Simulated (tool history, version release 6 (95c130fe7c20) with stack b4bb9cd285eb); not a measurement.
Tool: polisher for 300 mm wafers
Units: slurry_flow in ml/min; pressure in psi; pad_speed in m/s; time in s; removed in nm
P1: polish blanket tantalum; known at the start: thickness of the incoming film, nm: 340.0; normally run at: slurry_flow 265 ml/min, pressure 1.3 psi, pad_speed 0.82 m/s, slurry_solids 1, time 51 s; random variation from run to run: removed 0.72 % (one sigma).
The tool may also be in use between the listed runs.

| run | day | slurry_flow | pressure | pad_speed | slurry_solids | time | wafers polished on this pad | hours since the slurry nozzle was cleaned | hours since the head pressure was calibrated | hours since the slurry blender was calibrated | removed |
|---|---|---|---|---|---|---|---|---|---|---|---|
| 1 | 0.329 | 265 | 1.3 | 0.82 | 1 | 51 | 133 | 350 | 193.1 | 93.4 | 37.05 |
| 2 | 0.692 | 265 | 1.3 | 0.82 | 1 | 51 | 215 | 358.7 | 201.8 | 102.1 | 37.266 |
| 3 | 1.054 | 265 | 1.3 | 0.42 | 1 | 51 | 298 | 367.4 | 210.5 | 110.8 | 18.814 |
| 4 | 1.338 | 265 | 0.6 | 0.44 | 1 | 51 | 362 | 374.2 | 217.3 | 117.6 | 9.2901 |
| 5 | 1.529 | 160 | 1.3 | 0.82 | 1 | 51 | 406 | 378.8 | 221.9 | 122.2 | 34.926 |
| 6 | 1.742 | 265 | 1.3 | 0.82 | 1 | 51 | 454 | 383.9 | 227 | 127.3 | 37.298 |
| 7 | 1.929 | 265 | 1.3 | 1.18 | 1 | 51 | 497 | 388.4 | 231.5 | 131.8 | 53.925 |
| 8 | 2.108 | 265 | 1.3 | 0.82 | 1 | 51 | 538 | 392.7 | 235.8 | 136.1 | 36.762 |
| 9 | 2.329 | 265 | 1.8 | 0.82 | 1 | 51 | 588 | 398 | 241.1 | 141.4 | 51.864 |
| 10 | 2.567 | 400 | 1.3 | 0.82 | 1 | 51 | 642 | 403.7 | 246.8 | 147.1 | 38.651 |
| 11 | 2.792 | 265 | 1.3 | 0.82 | 1 | 51 | 693 | 409.1 | 252.2 | 152.5 | 37.416 |
| 12 | 3.121 | 265 | 0.6 | 0.82 | 1 | 51 | 768 | 417 | 260.1 | 160.4 | 17.247 |
| 13 | 3.338 | 265 | 1.3 | 0.82 | 1 | 23 | 818 | 422.2 | 265.3 | 165.6 | 17.046 |
| 14 | 3.642 | 265 | 1.3 | 0.82 | 1 | 73 | 887 | 429.5 | 272.6 | 172.9 | 53.296 |
| 15 | 4.008 | 265 | 1.3 | 0.82 | 0.55 | 51 | 970 | 438.3 | 281.4 | 181.7 | 29.884 |
| 16 | 4.212 | 265 | 1.3 | 0.82 | 1.2 | 51 | 1017 | 443.2 | 286.3 | 186.6 | 39.124 |
| 17 | 4.408 | 265 | 1.3 | 0.82 | 1 | 51 | 1061 | 447.9 | 291 | 191.3 | 37.386 |
| 18 | 4.725 | 265 | 1.3 | 0.82 | 1 | 51 | 1133 | 455.5 | 298.6 | 198.9 | 36.186 |
| 19 | 4.929 | 265 | 1.3 | 0.82 | 1 | 51 | 1180 | 460.4 | 303.5 | 203.8 | 35.695 |
| 20 | 5.129 | 265 | 1.3 | 0.82 | 1 | 51 | 1225 | 465.2 | 308.3 | 208.6 | 35.115 |
|  | 5.342 | slurry nozzle cleaned |
| 21 | 5.525 | 265 | 1.3 | 0.82 | 1 | 51 | 1315 | 4.5 | 317.8 | 218.1 | 34.406 |

Run 22 comes next. What will it give?
| 22 | 5.7 | 265 | 1.3 | 0.82 | 1 | 51 | 1355 | 8.7 | 322 | 222.3 | ? |

Run 22 gave removed 34.454 nm.
